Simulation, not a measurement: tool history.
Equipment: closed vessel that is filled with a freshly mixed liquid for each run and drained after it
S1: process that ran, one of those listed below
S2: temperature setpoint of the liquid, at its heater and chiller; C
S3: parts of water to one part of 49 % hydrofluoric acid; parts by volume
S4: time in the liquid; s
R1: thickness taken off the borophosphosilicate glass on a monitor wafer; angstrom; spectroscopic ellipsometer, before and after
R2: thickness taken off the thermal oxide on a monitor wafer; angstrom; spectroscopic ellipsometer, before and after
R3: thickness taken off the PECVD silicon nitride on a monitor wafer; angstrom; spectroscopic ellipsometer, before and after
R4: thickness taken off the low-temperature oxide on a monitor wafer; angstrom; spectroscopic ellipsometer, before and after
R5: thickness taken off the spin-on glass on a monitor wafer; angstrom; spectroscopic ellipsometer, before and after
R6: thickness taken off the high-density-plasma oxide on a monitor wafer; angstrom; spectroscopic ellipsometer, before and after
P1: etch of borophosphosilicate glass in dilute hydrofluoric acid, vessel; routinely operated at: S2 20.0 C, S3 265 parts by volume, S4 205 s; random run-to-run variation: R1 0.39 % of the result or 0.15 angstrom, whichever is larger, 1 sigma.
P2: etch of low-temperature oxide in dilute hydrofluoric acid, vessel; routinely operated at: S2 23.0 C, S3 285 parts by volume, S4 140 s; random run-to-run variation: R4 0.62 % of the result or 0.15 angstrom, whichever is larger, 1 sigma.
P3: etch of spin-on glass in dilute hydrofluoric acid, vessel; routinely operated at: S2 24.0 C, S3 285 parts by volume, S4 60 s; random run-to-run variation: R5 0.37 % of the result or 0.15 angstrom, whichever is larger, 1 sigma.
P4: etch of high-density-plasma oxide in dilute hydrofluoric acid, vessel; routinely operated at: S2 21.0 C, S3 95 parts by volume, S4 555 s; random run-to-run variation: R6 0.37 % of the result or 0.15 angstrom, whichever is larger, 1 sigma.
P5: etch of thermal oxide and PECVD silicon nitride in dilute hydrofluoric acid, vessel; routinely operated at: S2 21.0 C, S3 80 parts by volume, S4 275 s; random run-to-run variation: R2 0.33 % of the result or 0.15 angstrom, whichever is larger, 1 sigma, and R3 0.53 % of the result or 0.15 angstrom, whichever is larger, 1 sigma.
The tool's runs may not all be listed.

run     day  S1    S2   S3   S4       R1       R2       R3       R4       R5       R6
  1   0.275  P1  20.0  265  205  272.980
  2   0.488  P5  17.0   80  275           128.990   67.971
  3   0.738  P1  20.0  265  205  271.430
  4   0.896  P1  20.0  420  205  150.400
  5   1.154  P2  23.0  285  140                             40.9680
  6   1.354  P3  24.0  475   60                                       29.941
  7   1.683  P1  28.0  265  205  363.140
  8   1.929  P4  17.0   95  555                                               332.310
  9   2.112  P5  21.0   80  275           153.200   88.524
 10   2.438  P1  23.5  265   40   60.515
 11   2.800  P3  31.0  285   60                                       74.658
 12   3.096  P1  17.0  265  205  243.780
 13   3.304  P2  23.0  155  140                             85.6730
 14   3.496  P2  23.0  285  140                             40.9710
 15   3.746  P1  20.0  265  205  273.180
 16   4.083  P1  20.0  265  355  473.580
 17   4.250  P3  24.0  285  120                                      118.540
 18   4.612  P5  21.0   80  275           152.360   88.186
 19   4.829  P5  21.0  125  275            92.841   57.468
 20   5.158  P3  24.0  285   60                                       59.128
 21   5.375  P4  21.0  175  555                                               193.910
 22   5.721  P1  26.0  265   30   49.211
 23   5.892  P4  21.0   95   30                                                21.043
 24   6.112  P1  20.0  265   65   86.398
 25   6.388  P5  21.0   80  410           226.900  132.350
      6.617  -- hydrofluoric acid flow meter replaced
 26   6.733  P1  20.0  265  205  273.090
 27   7.012  P4  21.0   95  555                                               389.400
 28   7.175  P2  31.0  285  140                             53.4840
 29   7.417  P1  20.0  150  205  540.290
 30   7.596  P2  23.0  285   30                              8.6016
 31   7.858  P3  24.0  285   60                                       59.101
 32   8.150  P1  26.5  265  300  505.120
 33   8.375  P1  20.0  265  205  271.470
 34   8.708  P1  20.0  265  205  268.280
 35   8.967  P1  20.0  265  205  265.580
 36   9.179  P1  20.0  265  205  263.220
 37   9.417  P1  20.0  265  205  260.500
 38   9.754  P1  20.0  265  205  260.180
 39  10.042  P1  20.0  265  205  259.200
 40  10.317  P1  20.0  265  205  259.950
 41  10.592  P1  20.0  265  205  260.010
 42  10.929  P1  20.0  265  205  256.690
 43  11.200  P1  20.0  265  205  258.610
 44  11.508  P1  20.0  265  205  258.810

P1 has crept away from where it was. The log is fitted equally well by each of these 2 causes, at the sizes shown:
A: hydrofluoric acid flow below the setpoint (%) = 4.35
B: liquid colder than its thermometer reads (K) = 1.48
The gradual shift began around day 8.375.

4 check runs are offered, one wafer each, their results left as question marks. Which one tells the causes apart?
check 1  11.817  P4  21.0  150  230                       ?
check 2  11.817  P5  21.0  115  380       ?   ?
check 3  11.817  P3  28.0  285  100                   ?
check 4  11.817  P2  26.5  170  140               ?

Expected result of each check under each candidate cause:
  check  result     if A     if B
check 1      R6   91.849   91.204
check 2      R2  133.920  132.620
check 2      R3   82.558   78.028
check 3      R5  106.710  107.620
check 4      R4  83.3930  83.2900
Gap, in per cent, between the two causes that each check separates least, read from the result that separates them most: check 1 0.7 %; check 2 5.64 %; check 3 0.85 %; check 4 0.12 %
Only in check 2 would the causes give clearly different results; in the remaining checks their results would be nearly the same.

Check 2 was carried out, with these results: R2 134.500 angstrom; R3 82.530 angstrom. Which of the listed causes is responsible?

The correct cause is A, namely: hydrofluoric acid flow below the setpoint (%).
